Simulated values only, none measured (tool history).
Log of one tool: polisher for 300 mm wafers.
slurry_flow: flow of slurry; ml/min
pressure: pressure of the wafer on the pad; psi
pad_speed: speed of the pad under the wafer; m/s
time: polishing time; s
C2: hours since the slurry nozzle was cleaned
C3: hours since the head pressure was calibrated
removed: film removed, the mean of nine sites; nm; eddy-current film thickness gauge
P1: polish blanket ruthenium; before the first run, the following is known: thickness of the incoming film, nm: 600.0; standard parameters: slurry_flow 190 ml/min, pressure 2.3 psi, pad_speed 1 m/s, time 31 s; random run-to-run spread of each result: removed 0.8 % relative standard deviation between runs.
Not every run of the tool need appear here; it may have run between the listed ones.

{"run": 1, "hour": 4.5, "slurry_flow": 190, "pressure": 2.3, "pad_speed": 1, "time": 31, "wafers polished on this pad": 1088, "C2": 151.5, "C3": 481.8, "removed": 43.982}
{"run": 2, "hour": 8.1, "slurry_flow": 190, "pressure": 3.1, "pad_speed": 1, "time": 31, "wafers polished on this pad": 1123, "C2": 155.1, "C3": 485.4, "removed": 58.935}
{"run": 3, "hour": 12.9, "slurry_flow": 190, "pressure": 1.7, "pad_speed": 1, "time": 31, "wafers polished on this pad": 1170, "C2": 159.9, "C3": 490.2, "removed": 32.479}
{"hour": 16.9, "done": "slurry nozzle cleaned"}
{"run": 4, "hour": 19.2, "slurry_flow": 190, "pressure": 2.3, "pad_speed": 1, "time": 31, "wafers polished on this pad": 1233, "C2": 2.4, "C3": 496.5, "removed": 44.367}
{"run": 5, "hour": 24.0, "slurry_flow": 190, "pressure": 2.3, "pad_speed": 0.7, "time": 45, "wafers polished on this pad": 1280, "C2": 7.2, "C3": 501.3, "removed": 44.161}
{"run": 6, "hour": 29.2, "slurry_flow": 190, "pressure": 2.3, "pad_speed": 0.44, "time": 31, "wafers polished on this pad": 1331, "C2": 12.4, "C3": 506.5, "removed": 19.253}
{"run": 7, "hour": 34.6, "slurry_flow": 190, "pressure": 2.3, "pad_speed": 1.5, "time": 31, "wafers polished on this pad": 1385, "C2": 17.8, "C3": 511.9, "removed": 65.443}
{"run": 8, "hour": 38.6, "slurry_flow": 190, "pressure": 2.3, "pad_speed": 1, "time": 31, "wafers polished on this pad": 1424, "C2": 21.8, "C3": 515.9, "removed": 43.754}
{"run": 9, "hour": 45.5, "slurry_flow": 115, "pressure": 2.3, "pad_speed": 1, "time": 31, "wafers polished on this pad": 1492, "C2": 28.7, "C3": 522.8, "removed": 40.29}
{"run": 10, "hour": 51.2, "slurry_flow": 190, "pressure": 2.3, "pad_speed": 1, "time": 31, "wafers polished on this pad": 1548, "C2": 34.4, "C3": 528.5, "removed": 43.401}
{"run": 11, "hour": 55.5, "slurry_flow": 190, "pressure": 2.3, "pad_speed": 1, "time": 31, "wafers polished on this pad": 1591, "C2": 38.7, "C3": 532.8, "removed": 44.514}
{"run": 12, "hour": 60.0, "slurry_flow": 190, "pressure": 2.3, "pad_speed": 1, "time": 31, "wafers polished on this pad": 1635, "C2": 43.2, "C3": 537.3, "removed": 43.993}
{"run": 13, "hour": 64.8, "slurry_flow": 290, "pressure": 2.3, "pad_speed": 1, "time": 31, "wafers polished on this pad": 1682, "C2": 48, "C3": 542.1, "removed": 46.347}
{"run": 14, "hour": 71.0, "slurry_flow": 190, "pressure": 2.3, "pad_speed": 1, "time": 41, "wafers polished on this pad": 1744, "C2": 54.2, "C3": 548.3, "removed": 58.291}

For run 15, what comes out?
{"run": 15, "hour": 77.8, "slurry_flow": 115, "pressure": 1.8, "pad_speed": 1, "time": 31, "wafers polished on this pad": 1811, "C2": 61, "C3": 555.1, "removed": "?"}

{"run 15": {"removed": 31.399}}
